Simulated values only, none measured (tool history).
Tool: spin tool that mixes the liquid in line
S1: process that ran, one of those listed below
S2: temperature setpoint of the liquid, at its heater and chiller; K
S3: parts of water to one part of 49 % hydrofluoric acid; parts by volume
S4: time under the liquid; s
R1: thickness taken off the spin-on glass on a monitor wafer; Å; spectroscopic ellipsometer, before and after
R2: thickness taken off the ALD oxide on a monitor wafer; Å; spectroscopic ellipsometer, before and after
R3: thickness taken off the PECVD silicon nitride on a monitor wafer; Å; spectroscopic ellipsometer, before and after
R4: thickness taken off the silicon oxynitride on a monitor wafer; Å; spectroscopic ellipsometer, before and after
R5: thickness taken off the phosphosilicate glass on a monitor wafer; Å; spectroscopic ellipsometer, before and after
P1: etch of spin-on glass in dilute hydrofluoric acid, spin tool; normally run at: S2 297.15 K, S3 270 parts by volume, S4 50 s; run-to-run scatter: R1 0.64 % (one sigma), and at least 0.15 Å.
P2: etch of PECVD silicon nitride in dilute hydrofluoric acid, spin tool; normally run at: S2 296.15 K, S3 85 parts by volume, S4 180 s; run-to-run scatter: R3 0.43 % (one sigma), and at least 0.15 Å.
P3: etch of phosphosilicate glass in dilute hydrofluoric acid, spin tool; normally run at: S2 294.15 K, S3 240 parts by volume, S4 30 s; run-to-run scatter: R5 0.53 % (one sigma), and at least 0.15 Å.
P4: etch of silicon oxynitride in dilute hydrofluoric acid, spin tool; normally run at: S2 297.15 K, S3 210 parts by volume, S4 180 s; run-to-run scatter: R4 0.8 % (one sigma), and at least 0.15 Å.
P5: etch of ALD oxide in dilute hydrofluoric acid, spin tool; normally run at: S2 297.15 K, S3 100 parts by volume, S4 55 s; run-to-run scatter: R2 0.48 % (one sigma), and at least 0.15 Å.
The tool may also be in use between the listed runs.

{"run": 1, "hour": 8.1, "S1": "P1", "S2": 297.15, "S3": 270, "S4": 50, "R1": 47.628}
{"run": 2, "hour": 12.1, "S1": "P5", "S2": 297.15, "S3": 175, "S4": 55, "R2": 62.654}
{"run": 3, "hour": 19.6, "S1": "P5", "S2": 297.15, "S3": 100, "S4": 55, "R2": 119.56}
{"run": 4, "hour": 27.4, "S1": "P2", "S2": 301.65, "S3": 85, "S4": 180, "R3": 102.0}
{"run": 5, "hour": 34.9, "S1": "P4", "S2": 297.15, "S3": 210, "S4": 180, "R4": 29.937}
{"run": 6, "hour": 43.3, "S1": "P1", "S2": 291.15, "S3": 270, "S4": 50, "R1": 38.143}
{"run": 7, "hour": 50.9, "S1": "P1", "S2": 297.15, "S3": 270, "S4": 50, "R1": 47.415}
{"run": 8, "hour": 55.9, "S1": "P1", "S2": 297.15, "S3": 270, "S4": 50, "R1": 46.768}
{"run": 9, "hour": 63.8, "S1": "P1", "S2": 297.15, "S3": 115, "S4": 50, "R1": 132.6}
{"run": 10, "hour": 72.6, "S1": "P1", "S2": 297.15, "S3": 375, "S4": 50, "R1": 31.09}
{"run": 11, "hour": 78.0, "S1": "P3", "S2": 294.15, "S3": 240, "S4": 30, "R5": 187.64}
{"run": 12, "hour": 85.2, "S1": "P5", "S2": 297.15, "S3": 100, "S4": 55, "R2": 119.33}
{"run": 13, "hour": 89.6, "S1": "P1", "S2": 297.15, "S3": 270, "S4": 50, "R1": 47.297}
{"run": 14, "hour": 93.8, "S1": "P1", "S2": 297.15, "S3": 270, "S4": 50, "R1": 47.397}
{"run": 15, "hour": 99.9, "S1": "P3", "S2": 294.15, "S3": 75, "S4": 30, "R5": 714.34}
{"run": 16, "hour": 104.4, "S1": "P4", "S2": 305.65, "S3": 210, "S4": 180, "R4": 42.713}
{"run": 17, "hour": 108.4, "S1": "P5", "S2": 297.15, "S3": 100, "S4": 110, "R2": 241.16}
{"run": 18, "hour": 113.9, "S1": "P3", "S2": 294.15, "S3": 240, "S4": 60, "R5": 377.03}
{"run": 19, "hour": 121.5, "S1": "P1", "S2": 297.15, "S3": 270, "S4": 75, "R1": 70.69}
{"run": 20, "hour": 127.3, "S1": "P2", "S2": 296.15, "S3": 85, "S4": 180, "R3": 70.629}
{"run": 21, "hour": 135.2, "S1": "P2", "S2": 296.15, "S3": 25, "S4": 180, "R3": 232.89}
{"run": 22, "hour": 140.0, "S1": "P3", "S2": 290.15, "S3": 240, "S4": 30, "R5": 160.91}
{"run": 23, "hour": 144.2, "S1": "P1", "S2": 302.65, "S3": 270, "S4": 85, "R1": 97.07}
{"run": 24, "hour": 152.8, "S1": "P4", "S2": 297.15, "S3": 210, "S4": 180, "R4": 30.029}
{"run": 25, "hour": 157.8, "S1": "P1", "S2": 303.65, "S3": 270, "S4": 50, "R1": 58.499}
{"run": 26, "hour": 162.9, "S1": "P1", "S2": 297.15, "S3": 270, "S4": 50, "R1": 46.999}
{"run": 27, "hour": 168.5, "S1": "P1", "S2": 297.15, "S3": 270, "S4": 25, "R1": 23.842}
{"run": 28, "hour": 172.8, "S1": "P3", "S2": 294.15, "S3": 240, "S4": 30, "R5": 187.61}
{"run": 29, "hour": 180.3, "S1": "P2", "S2": 296.15, "S3": 85, "S4": 180, "R3": 71.201}
{"run": 30, "hour": 187.1, "S1": "P4", "S2": 297.15, "S3": 210, "S4": 40, "R4": 6.7313}
{"run": 31, "hour": 194.9, "S1": "P2", "S2": 296.15, "S3": 85, "S4": 90, "R3": 35.418}
{"run": 32, "hour": 198.9, "S1": "P5", "S2": 290.65, "S3": 100, "S4": 55, "R2": 91.953}
{"run": 33, "hour": 206.5, "S1": "P4", "S2": 297.15, "S3": 340, "S4": 180, "R4": 16.799}
{"run": 34, "hour": 215.1, "S1": "P1", "S2": 297.15, "S3": 270, "S4": 50, "R1": 47.742}
{"run": 35, "hour": 220.1, "S1": "P1", "S2": 297.15, "S3": 270, "S4": 50, "R1": 45.982}
{"run": 36, "hour": 227.4, "S1": "P1", "S2": 297.15, "S3": 270, "S4": 50, "R1": 44.744}
{"run": 37, "hour": 232.5, "S1": "P1", "S2": 297.15, "S3": 270, "S4": 50, "R1": 44.089}
{"run": 38, "hour": 240.6, "S1": "P1", "S2": 297.15, "S3": 270, "S4": 50, "R1": 44.499}
{"run": 39, "hour": 246.8, "S1": "P1", "S2": 297.15, "S3": 270, "S4": 50, "R1": 44.645}
{"run": 40, "hour": 251.9, "S1": "P1", "S2": 297.15, "S3": 270, "S4": 50, "R1": 43.729}

What P1 gives has crept away from where it was. These 2 causes fit the log equally well, each at the size given:
A: liquid colder than its thermometer reads (K) = 2.19
B: hydrofluoric acid flow below the setpoint (%) = 5.96
The creep began at about hour 215.1.

4 check runs are offered, one wafer each, their results left as question marks. Which one tells the causes apart?
{"run": "check 1", "hour": 257.0, "S1": "P3", "S2": 290.65, "S3": 240, "S4": 55, "R5": "?"}
{"run": "check 2", "hour": 257.0, "S1": "P4", "S2": 304.15, "S3": 210, "S4": 95, "R4": "?"}
{"run": "check 3", "hour": 257.0, "S1": "P5", "S2": 297.15, "S3": 160, "S4": 100, "R2": "?"}
{"run": "check 4", "hour": 257.0, "S1": "P2", "S2": 301.15, "S3": 50, "S4": 180, "R3": "?"}

What each check would give under each cause:
check=check_1 result=R5 if_A=275.83 if_B=278.94
check=check_2 result=R4 if_A=19.4120 if_B=19.7590
check=check_3 result=R2 if_A=116.640 if_B=117.960
check=check_4 result=R3 if_A=144.060 if_B=156.670
How far apart the two closest causes lie, in the result that separates them most: check 1 1.12 %; check 2 1.77 %; check 3 1.13 %; check 4 8.39 %
Check 4 tells the causes apart: in the others they would give nearly the same result.

Check 4 was then run and gave: R3 144.780 Å. Which cause is it?

It is A: liquid colder than its thermometer reads (K).
